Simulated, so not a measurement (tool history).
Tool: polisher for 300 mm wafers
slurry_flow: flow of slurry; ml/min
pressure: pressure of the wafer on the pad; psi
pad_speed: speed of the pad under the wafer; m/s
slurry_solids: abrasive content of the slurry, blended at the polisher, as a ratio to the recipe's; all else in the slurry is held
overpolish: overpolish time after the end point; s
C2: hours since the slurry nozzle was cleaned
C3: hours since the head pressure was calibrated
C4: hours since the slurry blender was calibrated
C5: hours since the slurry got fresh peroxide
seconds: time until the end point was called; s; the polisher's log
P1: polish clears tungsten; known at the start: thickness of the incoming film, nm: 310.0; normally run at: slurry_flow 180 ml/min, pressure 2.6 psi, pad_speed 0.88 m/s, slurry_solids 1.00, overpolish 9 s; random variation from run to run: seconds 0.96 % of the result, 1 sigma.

Run 1, hour 7.7: slurry_flow 180 ml/min, pressure 2.6 psi, pad_speed 0.88 m/s, slurry_solids 1.00, overpolish 9 s; wafers polished on this pad 267; C2 100.4; C3 475.5; C4 76.6; C5 31.8. Result: seconds 96.233 s.
Run 2, hour 15.2: slurry_flow 110 ml/min, pressure 2.6 psi, pad_speed 0.88 m/s, slurry_solids 1.00, overpolish 9 s; wafers polished on this pad 342; C2 107.9; C3 483.0; C4 84.1; C5 39.3. Result: seconds 104.320 s.
Run 3, hour 20.3: slurry_flow 180 ml/min, pressure 2.6 psi, pad_speed 0.88 m/s, slurry_solids 1.00, overpolish 15 s; wafers polished on this pad 394; C2 113.0; C3 488.1; C4 89.2; C5 44.4. Result: seconds 97.723 s.
Run 4, hour 24.0: slurry_flow 180 ml/min, pressure 2.6 psi, pad_speed 1.22 m/s, slurry_solids 1.00, overpolish 9 s; wafers polished on this pad 431; C2 116.7; C3 491.8; C4 92.9; C5 48.1. Result: seconds 69.953 s.
Run 5, hour 31.3: slurry_flow 180 ml/min, pressure 2.6 psi, pad_speed 0.88 m/s, slurry_solids 1.45, overpolish 9 s; wafers polished on this pad 505; C2 124.0; C3 499.1; C4 100.2; C5 55.4. Result: seconds 87.794 s.
Run 6, hour 36.5: slurry_flow 265 ml/min, pressure 2.6 psi, pad_speed 0.88 m/s, slurry_solids 1.00, overpolish 9 s; wafers polished on this pad 558; C2 129.2; C3 504.3; C4 105.4; C5 60.6. Result: seconds 91.269 s.
Run 7, hour 40.8: slurry_flow 260 ml/min, pressure 2.6 psi, pad_speed 1.10 m/s, slurry_solids 1.00, overpolish 9 s; wafers polished on this pad 601; C2 133.5; C3 508.6; C4 109.7; C5 64.9. Result: seconds 73.799 s.
Run 8, hour 46.3: slurry_flow 180 ml/min, pressure 2.6 psi, pad_speed 0.88 m/s, slurry_solids 1.00, overpolish 4 s; wafers polished on this pad 657; C2 139.0; C3 514.1; C4 115.2; C5 70.4. Result: seconds 96.423 s.
Run 9, hour 50.0: slurry_flow 180 ml/min, pressure 2.6 psi, pad_speed 0.88 m/s, slurry_solids 1.00, overpolish 9 s; wafers polished on this pad 694; C2 142.7; C3 517.8; C4 118.9; C5 74.1. Result: seconds 96.282 s.
Run 10, hour 57.6: slurry_flow 180 ml/min, pressure 1.3 psi, pad_speed 0.88 m/s, slurry_solids 1.00, overpolish 9 s; wafers polished on this pad 771; C2 150.3; C3 525.4; C4 126.5; C5 81.7. Result: seconds 191.670 s.
Run 11, hour 62.9: slurry_flow 180 ml/min, pressure 2.6 psi, pad_speed 0.88 m/s, slurry_solids 1.00, overpolish 9 s; wafers polished on this pad 825; C2 155.6; C3 530.7; C4 131.8; C5 87.0. Result: seconds 97.043 s.
Run 12, hour 70.2: slurry_flow 180 ml/min, pressure 2.6 psi, pad_speed 0.88 m/s, slurry_solids 1.00, overpolish 9 s; wafers polished on this pad 899; C2 162.9; C3 538.0; C4 139.1; C5 94.3. Result: seconds 95.929 s.
Run 13, hour 78.0: slurry_flow 180 ml/min, pressure 1.3 psi, pad_speed 0.88 m/s, slurry_solids 1.35, overpolish 9 s; wafers polished on this pad 978; C2 170.7; C3 545.8; C4 146.9; C5 102.1. Result: seconds 181.630 s.
Run 14, hour 82.7: slurry_flow 180 ml/min, pressure 2.6 psi, pad_speed 0.88 m/s, slurry_solids 0.60, overpolish 9 s; wafers polished on this pad 1025; C2 175.4; C3 550.5; C4 151.6; C5 106.8. Result: seconds 108.590 s.
Run 15, hour 89.5: slurry_flow 180 ml/min, pressure 3.9 psi, pad_speed 0.88 m/s, slurry_solids 0.60, overpolish 9 s; wafers polished on this pad 1094; C2 182.2; C3 557.3; C4 158.4; C5 113.6. Result: seconds 72.345 s.
Run 16, hour 93.8: slurry_flow 180 ml/min, pressure 3.3 psi, pad_speed 0.88 m/s, slurry_solids 1.00, overpolish 9 s; wafers polished on this pad 1137; C2 186.5; C3 561.6; C4 162.7; C5 117.9. Result: seconds 76.562 s.
Run 17, hour 101.8: slurry_flow 180 ml/min, pressure 2.6 psi, pad_speed 0.50 m/s, slurry_solids 1.00, overpolish 9 s; wafers polished on this pad 1218; C2 194.5; C3 569.6; C4 170.7; C5 125.9. Result: seconds 170.510 s.
Run 18, hour 105.7: slurry_flow 180 ml/min, pressure 2.6 psi, pad_speed 0.88 m/s, slurry_solids 1.00, overpolish 9 s; wafers polished on this pad 1258; C2 198.4; C3 573.5; C4 174.6; C5 129.8. Result: seconds 95.540 s.
Run 19, hour 112.6: slurry_flow 180 ml/min, pressure 2.6 psi, pad_speed 0.88 m/s, slurry_solids 1.00, overpolish 9 s; wafers polished on this pad 1328; C2 205.3; C3 580.4; C4 181.5; C5 136.7. Result: seconds 96.470 s.
Run 20, hour 118.5: slurry_flow 180 ml/min, pressure 2.6 psi, pad_speed 0.88 m/s, slurry_solids 1.00, overpolish 9 s; wafers polished on this pad 1387; C2 211.2; C3 586.3; C4 187.4; C5 142.6. Result: seconds 101.600 s.
Run 21, hour 124.0: slurry_flow 180 ml/min, pressure 2.6 psi, pad_speed 0.88 m/s, slurry_solids 1.00, overpolish 9 s; wafers polished on this pad 1443; C2 216.7; C3 591.8; C4 192.9; C5 148.1. Result: seconds 103.140 s.
At hour 127.3: head pressure recalibrated.
Run 22, hour 128.5: slurry_flow 180 ml/min, pressure 2.6 psi, pad_speed 0.88 m/s, slurry_solids 1.00, overpolish 9 s; wafers polished on this pad 1488; C2 221.2; C3 1.3; C4 197.4; C5 152.6. Result: seconds 105.250 s.
At hour 134.2: worn pad replaced by a new one.
Run 23, hour 135.4: slurry_flow 180 ml/min, pressure 2.6 psi, pad_speed 0.88 m/s, slurry_solids 1.00, overpolish 9 s; wafers polished on this pad 13; C2 228.1; C3 8.2; C4 204.3; C5 159.5. Result: seconds 105.060 s.
At hour 136.6: slurry blender recalibrated.
Run 24, hour 141.0: slurry_flow 180 ml/min, pressure 2.6 psi, pad_speed 0.88 m/s, slurry_solids 1.00, overpolish 9 s; wafers polished on this pad 69; C2 233.7; C3 13.8; C4 4.5; C5 165.1. Result: seconds 105.850 s.
Run 25, hour 145.1: slurry_flow 180 ml/min, pressure 2.6 psi, pad_speed 0.88 m/s, slurry_solids 1.00, overpolish 9 s; wafers polished on this pad 111; C2 237.8; C3 17.9; C4 8.6; C5 169.2. Result: seconds 105.190 s.

What P1 gives has crept away from where it was. These 2 causes fit the log equally well, each at the size given:
A: slurry flow missing at the pad, % = 39.9
B: peroxide lost from the slurry, % = 21.5
The creep began at about hour 112.6.
Why every other cause is out:
removal rate lost through wear of the pad, %: serviced at hour 134.2, which brought nothing back
head's pressure below its setpoint, %: serviced at hour 127.3, which brought nothing back
abrasive missing from the slurry, %: serviced at hour 136.6, which brought nothing back

4 check runs are offered, each on 2 wafers whose results are averaged, their results left as question marks. Which one tells the causes apart?
Run check 1, hour 149.2: slurry_flow 180 ml/min, pressure 2.6 psi, pad_speed 0.88 m/s, slurry_solids 1.00, overpolish 14 s. Result: seconds ?.
Run check 2, hour 149.2: slurry_flow 180 ml/min, pressure 2.1 psi, pad_speed 0.64 m/s, slurry_solids 1.00, overpolish 9 s. Result: seconds ?.
Run check 3, hour 149.2: slurry_flow 110 ml/min, pressure 1.9 psi, pad_speed 0.88 m/s, slurry_solids 1.00, overpolish 9 s. Result: seconds ?.
Run check 4, hour 149.2: slurry_flow 180 ml/min, pressure 2.6 psi, pad_speed 0.88 m/s, slurry_solids 1.35, overpolish 6 s. Result: seconds ?.

What each check would give under each cause:
  check   result     if A     if B
check 1  seconds  105.800  105.810
check 2  seconds  180.110  180.130
check 3  seconds  166.950  158.550
check 4  seconds   98.452   98.462
How far apart the two closest causes lie, in the result that separates them most: check 1 0.01 %; check 2 0.01 %; check 3 5.16 %; check 4 0.01 %
Only check 3 tells the causes apart: in the others they would give nearly the same result.

Then check 3 was run and gave: seconds 160.610 s. Which cause is it?

It is B: peroxide lost from the slurry, %.

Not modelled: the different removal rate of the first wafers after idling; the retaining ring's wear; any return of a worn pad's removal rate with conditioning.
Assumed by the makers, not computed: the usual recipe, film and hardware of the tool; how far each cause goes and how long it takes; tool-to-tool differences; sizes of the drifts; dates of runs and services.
